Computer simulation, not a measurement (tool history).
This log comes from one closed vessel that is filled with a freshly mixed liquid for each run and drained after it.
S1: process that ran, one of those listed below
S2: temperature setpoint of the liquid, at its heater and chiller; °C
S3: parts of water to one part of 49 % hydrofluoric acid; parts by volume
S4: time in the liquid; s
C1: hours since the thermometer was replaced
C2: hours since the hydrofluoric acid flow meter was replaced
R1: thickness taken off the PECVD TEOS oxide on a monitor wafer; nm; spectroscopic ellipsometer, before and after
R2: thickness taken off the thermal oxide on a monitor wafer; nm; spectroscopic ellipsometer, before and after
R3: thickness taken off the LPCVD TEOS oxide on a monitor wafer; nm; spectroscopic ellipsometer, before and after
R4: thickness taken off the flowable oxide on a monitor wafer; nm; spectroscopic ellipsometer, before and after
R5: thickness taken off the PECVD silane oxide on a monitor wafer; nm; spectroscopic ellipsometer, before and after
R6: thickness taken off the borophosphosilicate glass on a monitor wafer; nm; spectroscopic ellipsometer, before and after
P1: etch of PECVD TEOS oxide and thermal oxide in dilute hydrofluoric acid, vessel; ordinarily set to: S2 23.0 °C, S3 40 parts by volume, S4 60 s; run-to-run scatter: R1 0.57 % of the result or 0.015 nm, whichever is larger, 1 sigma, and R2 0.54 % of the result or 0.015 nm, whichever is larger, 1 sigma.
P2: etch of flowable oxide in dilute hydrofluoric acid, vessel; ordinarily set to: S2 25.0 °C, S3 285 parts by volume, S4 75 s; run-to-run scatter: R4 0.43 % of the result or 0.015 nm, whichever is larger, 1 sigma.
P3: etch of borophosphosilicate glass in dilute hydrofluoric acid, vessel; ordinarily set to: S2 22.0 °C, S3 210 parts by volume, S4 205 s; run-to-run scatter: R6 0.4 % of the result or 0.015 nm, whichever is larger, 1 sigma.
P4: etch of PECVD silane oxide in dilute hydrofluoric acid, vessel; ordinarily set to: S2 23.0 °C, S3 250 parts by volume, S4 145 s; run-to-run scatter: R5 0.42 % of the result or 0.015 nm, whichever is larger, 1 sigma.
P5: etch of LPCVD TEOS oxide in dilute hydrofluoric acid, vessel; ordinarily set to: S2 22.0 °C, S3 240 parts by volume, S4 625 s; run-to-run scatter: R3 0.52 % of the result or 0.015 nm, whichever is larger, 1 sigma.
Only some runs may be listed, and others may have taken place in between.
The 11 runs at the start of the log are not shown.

| run | hour | S1 | S2 | S3 | S4 | C1 | C2 | R1 | R2 | R3 | R4 | R5 | R6 |
|---|---|---|---|---|---|---|---|---|---|---|---|---|---|
| 12 | 164.8 | P1 | 23.0 | 40 | 110 | 1157.8 | 423.1 | 80.442 | 13.0170 |  |  |  |  |
| 13 | 177.2 | P2 | 17.0 | 285 | 75 | 1170.2 | 435.5 |  |  |  | 5.3752 |  |  |
| 14 | 187.2 | P1 | 23.0 | 40 | 60 | 1180.2 | 445.5 | 43.934 | 7.0738 |  |  |  |  |
| 15 | 200.5 | P3 | 22.0 | 210 | 410 | 1193.5 | 458.8 |  |  |  |  |  | 58.844 |
| 16 | 209.5 | P2 | 25.0 | 285 | 75 | 1202.5 | 467.8 |  |  |  | 7.1966 |  |  |
| 17 | 227.6 | P1 | 23.0 | 20 | 60 | 1220.6 | 485.9 | 90.835 | 14.4950 |  |  |  |  |
| 18 | 236.6 | P2 | 25.0 | 285 | 75 | 1229.6 | 494.9 |  |  |  | 7.2095 |  |  |
| 19 | 248.7 | P1 | 23.0 | 60 | 60 | 1241.7 | 507.0 | 28.485 | 4.5818 |  |  |  |  |
| 20 | 266.2 | P3 | 22.0 | 65 | 205 | 1259.2 | 524.5 |  |  |  |  |  | 111.320 |
| 21 | 284.1 | P1 | 23.0 | 40 | 30 | 1277.1 | 542.4 | 21.943 | 3.5211 |  |  |  |  |

The next listed run, before its measurement:
| 22 | 299.0 | P1 | 30.0 | 40 | 60 | 1292.0 | 557.3 | ? | ? |  |  |  |  |

R1: 58.180 nm
R2: 9.3825 nm

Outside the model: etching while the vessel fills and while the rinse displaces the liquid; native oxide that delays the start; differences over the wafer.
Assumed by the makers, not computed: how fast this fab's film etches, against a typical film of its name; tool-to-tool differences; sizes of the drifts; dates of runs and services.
